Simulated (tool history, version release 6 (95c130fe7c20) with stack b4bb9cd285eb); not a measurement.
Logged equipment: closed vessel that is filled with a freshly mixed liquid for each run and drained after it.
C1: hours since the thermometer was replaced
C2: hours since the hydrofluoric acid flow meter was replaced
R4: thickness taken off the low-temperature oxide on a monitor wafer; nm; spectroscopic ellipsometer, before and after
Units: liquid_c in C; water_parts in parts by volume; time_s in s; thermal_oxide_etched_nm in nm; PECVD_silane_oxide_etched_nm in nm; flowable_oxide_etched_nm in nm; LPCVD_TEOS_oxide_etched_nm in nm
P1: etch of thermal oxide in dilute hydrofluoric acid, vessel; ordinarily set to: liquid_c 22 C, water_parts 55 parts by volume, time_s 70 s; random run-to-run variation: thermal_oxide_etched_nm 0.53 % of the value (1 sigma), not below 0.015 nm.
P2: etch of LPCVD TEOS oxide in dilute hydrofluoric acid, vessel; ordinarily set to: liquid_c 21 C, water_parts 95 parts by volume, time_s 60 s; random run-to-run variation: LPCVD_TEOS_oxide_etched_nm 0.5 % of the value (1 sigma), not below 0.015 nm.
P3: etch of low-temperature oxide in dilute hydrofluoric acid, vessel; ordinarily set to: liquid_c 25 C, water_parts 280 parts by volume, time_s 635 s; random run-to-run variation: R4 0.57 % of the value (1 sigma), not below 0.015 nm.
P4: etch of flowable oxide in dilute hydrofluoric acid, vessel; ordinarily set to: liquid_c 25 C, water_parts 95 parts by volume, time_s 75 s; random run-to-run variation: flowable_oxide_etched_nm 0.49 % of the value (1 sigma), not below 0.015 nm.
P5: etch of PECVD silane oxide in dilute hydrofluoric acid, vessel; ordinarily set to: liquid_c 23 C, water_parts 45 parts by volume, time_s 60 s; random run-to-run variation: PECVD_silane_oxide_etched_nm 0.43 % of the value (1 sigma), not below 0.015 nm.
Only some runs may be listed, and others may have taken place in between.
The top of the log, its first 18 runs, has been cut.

Run 19, hour 205.8: process P1, liquid_c 25 C, water_parts 90 parts by volume, time_s 70 s; C1 1005.1; C2 466.5. Result: thermal_oxide_etched_nm 3.7954 nm.
Run 20, hour 218.3: process P3, liquid_c 25 C, water_parts 280 parts by volume, time_s 1190 s; C1 1017.6; C2 479. Result: R4 53.002 nm.
Run 21, hour 231.9: process P4, liquid_c 25 C, water_parts 95 parts by volume, time_s 35 s; C1 1031.2; C2 492.6. Result: flowable_oxide_etched_nm 17.871 nm.
Run 22, hour 246.5: process P2, liquid_c 21 C, water_parts 30 parts by volume, time_s 60 s; C1 1045.8; C2 507.2. Result: LPCVD_TEOS_oxide_etched_nm 31.895 nm.
Run 23, hour 258.6: process P4, liquid_c 20 C, water_parts 95 parts by volume, time_s 75 s; C1 1057.9; C2 519.3. Result: flowable_oxide_etched_nm 31.504 nm.
Run 24, hour 267.3: process P2, liquid_c 17 C, water_parts 95 parts by volume, time_s 60 s; C1 1066.6; C2 528. Result: LPCVD_TEOS_oxide_etched_nm 7.8947 nm.
Run 25, hour 280.6: process P1, liquid_c 22 C, water_parts 55 parts by volume, time_s 40 s; C1 1079.9; C2 541.3. Result: thermal_oxide_etched_nm 3.3143 nm.
Run 26, hour 291.5: process P1, liquid_c 17 C, water_parts 55 parts by volume, time_s 135 s; C1 1090.8; C2 552.2. Result: thermal_oxide_etched_nm 8.959 nm.
Run 27, hour 301.4: process P1, liquid_c 22 C, water_parts 55 parts by volume, time_s 110 s; C1 1100.7; C2 562.1. Result: thermal_oxide_etched_nm 9.0323 nm.

Estimate the outcome of run 28 from the log above:
Run 28, hour 308.8: process P1, liquid_c 22 C, water_parts 55 parts by volume, time_s 70 s; C1 1108.1; C2 569.5. Result: thermal_oxide_etched_nm ?.

Logged for run 28: thermal_oxide_etched_nm 5.7584 nm.

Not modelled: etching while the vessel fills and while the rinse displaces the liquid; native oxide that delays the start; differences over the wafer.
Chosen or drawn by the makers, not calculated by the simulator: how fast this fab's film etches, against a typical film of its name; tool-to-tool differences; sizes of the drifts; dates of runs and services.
